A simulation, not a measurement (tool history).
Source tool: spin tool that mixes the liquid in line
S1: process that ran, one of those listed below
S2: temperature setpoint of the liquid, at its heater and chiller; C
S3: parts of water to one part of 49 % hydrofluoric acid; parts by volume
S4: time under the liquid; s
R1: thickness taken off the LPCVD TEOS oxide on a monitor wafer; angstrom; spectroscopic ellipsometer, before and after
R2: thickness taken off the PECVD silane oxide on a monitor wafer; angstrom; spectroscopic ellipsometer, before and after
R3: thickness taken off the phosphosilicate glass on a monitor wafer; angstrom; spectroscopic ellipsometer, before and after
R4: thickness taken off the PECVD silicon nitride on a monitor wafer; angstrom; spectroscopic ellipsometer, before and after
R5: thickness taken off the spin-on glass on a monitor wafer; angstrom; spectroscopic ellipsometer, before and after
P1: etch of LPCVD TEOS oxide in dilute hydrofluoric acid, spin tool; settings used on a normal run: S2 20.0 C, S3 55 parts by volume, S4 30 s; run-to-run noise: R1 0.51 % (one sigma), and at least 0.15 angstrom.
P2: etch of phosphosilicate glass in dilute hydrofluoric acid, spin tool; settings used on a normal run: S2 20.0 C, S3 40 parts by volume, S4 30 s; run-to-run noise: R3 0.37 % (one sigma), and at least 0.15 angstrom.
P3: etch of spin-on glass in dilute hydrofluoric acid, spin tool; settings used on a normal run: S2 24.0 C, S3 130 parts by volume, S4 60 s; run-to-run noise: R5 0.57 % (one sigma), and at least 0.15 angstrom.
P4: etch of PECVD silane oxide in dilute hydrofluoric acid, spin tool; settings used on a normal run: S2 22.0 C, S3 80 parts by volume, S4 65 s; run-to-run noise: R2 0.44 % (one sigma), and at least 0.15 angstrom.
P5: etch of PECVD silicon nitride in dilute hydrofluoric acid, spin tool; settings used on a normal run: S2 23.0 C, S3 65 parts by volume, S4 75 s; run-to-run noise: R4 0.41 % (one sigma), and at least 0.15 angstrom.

run   hour  S1    S2   S3  S4       R1       R2      R3       R4       R5
  1    4.4  P1  20.0   55  30  197.020
  2    7.6  P4  22.0   80  65           207.700
  3   10.5  P2  20.0   55  30                     995.7
      14.1  -- thermometer replaced
  4   15.9  P4  26.5   80  65           247.890
  5   20.5  P1  17.0   95  30   96.416
  6   23.4  P1  20.0   55  30  197.860
  7   27.0  P4  22.0   20  65           900.960
  8   31.0  P5  23.0   35  75                            107.210
  9   35.2  P3  24.0  130  60                                     181.340
 10   38.4  P1  20.0   20  50  947.710
 11   42.5  P1  20.0   80  30  131.840
 12   46.3  P1  20.0   55  65  428.880
 13   49.1  P3  31.0  130  60                                     234.320
 14   53.6  P2  26.0   40  30                    1782.7
 15   58.5  P2  20.0   40  30                    1382.6
 16   61.7  P5  28.5   65  75                             83.588
 17   66.0  P1  20.0   55  30  196.660
 18   70.6  P1  20.0   55  30  196.240
 19   74.2  P3  24.0  225  60                                      93.717
 20   77.8  P1  17.0   55  30  173.080
 21   82.3  P1  20.0   55  30  197.390
 22   87.1  P1  20.0   55  15   97.701
 23   90.0  P3  24.0  130  15                                      45.312
 24   92.8  P1  26.0   55  30  252.970
 25   97.5  P2  20.0   40  60                    2776.2
 26  101.2  P3  24.0  130  60                                     179.680
 27  103.6  P1  20.0   20  30  568.420
 28  107.5  P4  22.0   80  15            48.012
 29  111.6  P1  20.0   55  30  196.150
 30  115.6  P5  23.0   65  75                             58.813
 31  119.5  P5  23.0   65  25                             19.577
 32  123.3  P5  23.0   65  75                             58.877
 33  128.7  P1  20.0   55  30  196.810
 34  132.1  P1  20.0   55  30  202.310
 35  136.9  P1  20.0   55  30  207.870
 36  141.4  P1  20.0   55  30  209.900
 37  145.5  P1  20.0   55  30  210.510
 38  150.8  P1  20.0   55  30  213.200
 39  155.5  P1  20.0   55  30  211.010

The output of P1 has drifted from where it used to be. Each of the 2 causes below, taken at the size shown beside it, accounts for the log equally well:
A: liquid hotter than its thermometer reads (K) = 1.71
B: hydrofluoric acid flow above the setpoint (%) = 6.95
Onset of the creep was near hour 128.7.

Below are 4 check runs, each on a single wafer, with their results shown as question marks. Which of them would tell the listed causes apart, meaning the causes would give clearly different results under it?
check 1  160.2  P5  23.0   65  75               ?
check 2  160.2  P3  24.0  130  60                   ?
check 3  160.2  P4  22.0   80  65       ?
check 4  160.2  P2  20.0   40  30           ?

If the cause were each of the candidates in turn, the checks would give the following:
  check  result     if A     if B
check 1      R4   65.805   62.670
check 2      R5  192.190  194.400
check 3      R2  223.490  224.400
check 4      R3   1490.2   1486.8
Distance between the nearest two causes, measured in the result of the check that separates them most: check 1 4.88 %; check 2 1.14 %; check 3 0.41 %; check 4 0.23 %
Only in check 1 would the causes give clearly different results; in the remaining checks their results would be nearly the same.

Running check 1 produced the following: R4 66.124 angstrom. Which one of the listed causes fits?

The correct cause is A, namely: liquid hotter than its thermometer reads (K).
